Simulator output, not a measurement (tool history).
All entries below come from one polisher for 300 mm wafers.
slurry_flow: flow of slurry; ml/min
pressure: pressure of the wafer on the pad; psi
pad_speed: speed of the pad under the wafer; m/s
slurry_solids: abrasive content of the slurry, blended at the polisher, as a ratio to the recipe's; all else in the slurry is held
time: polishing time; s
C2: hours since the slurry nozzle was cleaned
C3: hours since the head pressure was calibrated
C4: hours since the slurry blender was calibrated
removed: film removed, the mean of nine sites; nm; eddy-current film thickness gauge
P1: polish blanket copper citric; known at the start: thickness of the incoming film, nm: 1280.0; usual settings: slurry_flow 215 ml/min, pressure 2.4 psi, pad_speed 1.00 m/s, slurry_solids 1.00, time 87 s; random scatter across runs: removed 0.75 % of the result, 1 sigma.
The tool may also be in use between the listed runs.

{"run": 1, "day": 0.438, "slurry_flow": 215, "pressure": 2.4, "pad_speed": 1.0, "slurry_solids": 1.0, "time": 87, "wafers polished on this pad": 716, "C2": 95.3, "C3": 1010.1, "C4": 192.6, "removed": 172.31}
{"run": 2, "day": 0.792, "slurry_flow": 215, "pressure": 2.4, "pad_speed": 1.0, "slurry_solids": 1.0, "time": 50, "wafers polished on this pad": 779, "C2": 103.8, "C3": 1018.6, "C4": 201.1, "removed": 100.06}
{"run": 3, "day": 1.117, "slurry_flow": 215, "pressure": 3.4, "pad_speed": 1.0, "slurry_solids": 1.0, "time": 87, "wafers polished on this pad": 837, "C2": 111.6, "C3": 1026.4, "C4": 208.9, "removed": 243.68}
{"run": 4, "day": 1.642, "slurry_flow": 130, "pressure": 2.4, "pad_speed": 1.0, "slurry_solids": 1.0, "time": 87, "wafers polished on this pad": 931, "C2": 124.2, "C3": 1039.0, "C4": 221.5, "removed": 159.84}
{"run": 5, "day": 1.983, "slurry_flow": 215, "pressure": 2.4, "pad_speed": 1.0, "slurry_solids": 1.0, "time": 136, "wafers polished on this pad": 992, "C2": 132.4, "C3": 1047.2, "C4": 229.7, "removed": 269.01}
{"run": 6, "day": 2.525, "slurry_flow": 215, "pressure": 2.4, "pad_speed": 1.0, "slurry_solids": 1.0, "time": 87, "wafers polished on this pad": 1088, "C2": 145.4, "C3": 1060.2, "C4": 242.7, "removed": 172.87}
{"run": 7, "day": 3.058, "slurry_flow": 215, "pressure": 2.4, "pad_speed": 1.0, "slurry_solids": 1.0, "time": 87, "wafers polished on this pad": 1183, "C2": 158.2, "C3": 1073.0, "C4": 255.5, "removed": 174.78}
{"run": 8, "day": 3.388, "slurry_flow": 215, "pressure": 1.1, "pad_speed": 1.0, "slurry_solids": 1.0, "time": 87, "wafers polished on this pad": 1242, "C2": 166.1, "C3": 1080.9, "C4": 263.4, "removed": 82.417}
{"run": 9, "day": 3.838, "slurry_flow": 305, "pressure": 2.4, "pad_speed": 1.0, "slurry_solids": 1.0, "time": 87, "wafers polished on this pad": 1322, "C2": 176.9, "C3": 1091.7, "C4": 274.2, "removed": 178.23}
{"run": 10, "day": 4.267, "slurry_flow": 215, "pressure": 2.4, "pad_speed": 0.62, "slurry_solids": 1.0, "time": 87, "wafers polished on this pad": 1399, "C2": 187.2, "C3": 1102.0, "C4": 284.5, "removed": 108.42}
{"run": 11, "day": 4.575, "slurry_flow": 215, "pressure": 2.4, "pad_speed": 1.0, "slurry_solids": 0.75, "time": 87, "wafers polished on this pad": 1454, "C2": 194.6, "C3": 1109.4, "C4": 291.9, "removed": 162.59}
{"run": 12, "day": 5.188, "slurry_flow": 310, "pressure": 2.4, "pad_speed": 1.5, "slurry_solids": 1.0, "time": 87, "wafers polished on this pad": 1563, "C2": 209.3, "C3": 1124.1, "C4": 306.6, "removed": 267.48}
{"run": 13, "day": 5.788, "slurry_flow": 265, "pressure": 2.4, "pad_speed": 0.48, "slurry_solids": 1.0, "time": 87, "wafers polished on this pad": 1670, "C2": 223.7, "C3": 1138.5, "C4": 321.0, "removed": 86.589}
{"run": 14, "day": 6.504, "slurry_flow": 215, "pressure": 2.4, "pad_speed": 1.0, "slurry_solids": 1.4, "time": 87, "wafers polished on this pad": 1798, "C2": 240.9, "C3": 1155.7, "C4": 338.2, "removed": 184.72}
{"run": 15, "day": 6.938, "slurry_flow": 215, "pressure": 2.4, "pad_speed": 1.58, "slurry_solids": 1.0, "time": 87, "wafers polished on this pad": 1875, "C2": 251.3, "C3": 1166.1, "C4": 348.6, "removed": 269.46}
{"run": 16, "day": 7.379, "slurry_flow": 215, "pressure": 2.4, "pad_speed": 1.0, "slurry_solids": 1.0, "time": 87, "wafers polished on this pad": 1954, "C2": 261.9, "C3": 1176.7, "C4": 359.2, "removed": 173.73}
{"run": 17, "day": 7.688, "slurry_flow": 215, "pressure": 2.4, "pad_speed": 1.0, "slurry_solids": 1.0, "time": 87, "wafers polished on this pad": 2009, "C2": 269.3, "C3": 1184.1, "C4": 366.6, "removed": 173.83}
{"run": 18, "day": 8.383, "slurry_flow": 215, "pressure": 2.4, "pad_speed": 1.0, "slurry_solids": 1.0, "time": 87, "wafers polished on this pad": 2133, "C2": 286.0, "C3": 1200.8, "C4": 383.3, "removed": 169.1}
{"run": 19, "day": 8.712, "slurry_flow": 215, "pressure": 2.4, "pad_speed": 1.0, "slurry_solids": 1.0, "time": 87, "wafers polished on this pad": 2192, "C2": 293.9, "C3": 1208.7, "C4": 391.2, "removed": 165.68}
{"run": 20, "day": 9.221, "slurry_flow": 215, "pressure": 2.4, "pad_speed": 1.0, "slurry_solids": 1.0, "time": 87, "wafers polished on this pad": 2283, "C2": 306.1, "C3": 1220.9, "C4": 403.4, "removed": 164.69}
{"run": 21, "day": 9.788, "slurry_flow": 215, "pressure": 2.4, "pad_speed": 1.0, "slurry_solids": 1.0, "time": 87, "wafers polished on this pad": 2384, "C2": 319.7, "C3": 1234.5, "C4": 417.0, "removed": 162.69}
{"day": 10.383, "done": "head pressure recalibrated"}
{"day": 10.421, "done": "worn pad replaced by a new one"}
{"run": 22, "day": 10.475, "slurry_flow": 215, "pressure": 2.4, "pad_speed": 1.0, "slurry_solids": 1.0, "time": 87, "wafers polished on this pad": 9, "C2": 336.2, "C3": 2.2, "C4": 433.5, "removed": 160.1}
{"run": 23, "day": 10.783, "slurry_flow": 215, "pressure": 2.4, "pad_speed": 1.0, "slurry_solids": 1.0, "time": 87, "wafers polished on this pad": 64, "C2": 343.6, "C3": 9.6, "C4": 440.9, "removed": 162.53}
{"run": 24, "day": 11.417, "slurry_flow": 215, "pressure": 2.4, "pad_speed": 1.0, "slurry_solids": 1.0, "time": 87, "wafers polished on this pad": 177, "C2": 358.8, "C3": 24.8, "C4": 456.1, "removed": 162.71}
{"run": 25, "day": 11.821, "slurry_flow": 215, "pressure": 2.4, "pad_speed": 1.0, "slurry_solids": 1.0, "time": 87, "wafers polished on this pad": 250, "C2": 368.5, "C3": 34.5, "C4": 465.8, "removed": 160.48}

The output of P1 has drifted from where it used to be. Each of the 2 causes below, taken at the size shown beside it, accounts for the log equally well:
A: abrasive missing from the slurry, % = 31.2
B: slurry flow missing at the pad, % = 39.4
The onset of the drift is placed at about day 7.688.
What rules out each remaining cause:
removal rate lost through wear of the pad, %: serviced at day 10.421, after the change had begun; the process did not return to its earlier output
head's pressure below its setpoint, %: serviced at day 10.383, after the change had begun; the process did not return to its earlier output

The 4 check runs listed below each average the results of 2 wafers, and their outcomes are marked with question marks. Under which run would the listed causes produce clearly different results?
{"run": "check 1", "day": 12.225, "slurry_flow": 130, "pressure": 1.2, "pad_speed": 1.0, "slurry_solids": 1.0, "time": 87, "removed": "?"}
{"run": "check 2", "day": 12.225, "slurry_flow": 215, "pressure": 2.4, "pad_speed": 1.0, "slurry_solids": 1.35, "time": 134, "removed": "?"}
{"run": "check 3", "day": 12.225, "slurry_flow": 215, "pressure": 1.3, "pad_speed": 1.0, "slurry_solids": 1.0, "time": 130, "removed": "?"}
{"run": "check 4", "day": 12.225, "slurry_flow": 215, "pressure": 2.4, "pad_speed": 0.64, "slurry_solids": 1.0, "time": 87, "removed": "?"}

How each check would come out, cause by cause:
check=check_1 result=removed if_A=76.108 if_B=72.717
check=check_2 result=removed if_A=262.240 if_B=262.960
check=check_3 result=removed if_A=132.720 if_B=132.700
check=check_4 result=removed if_A=104.080 if_B=104.060
Per check, the gap between the least separated pair of causes, taken in the result that splits them most: check 1 4.56 %; check 2 0.27 %; check 3 0.02 %; check 4 0.02 %
Only check 1 tells the causes apart: in the others they would give nearly the same result.

The results of check 1 are: removed 72.993 nm. Based on these, which of the listed causes is it?

It was cause B: slurry flow missing at the pad, %.
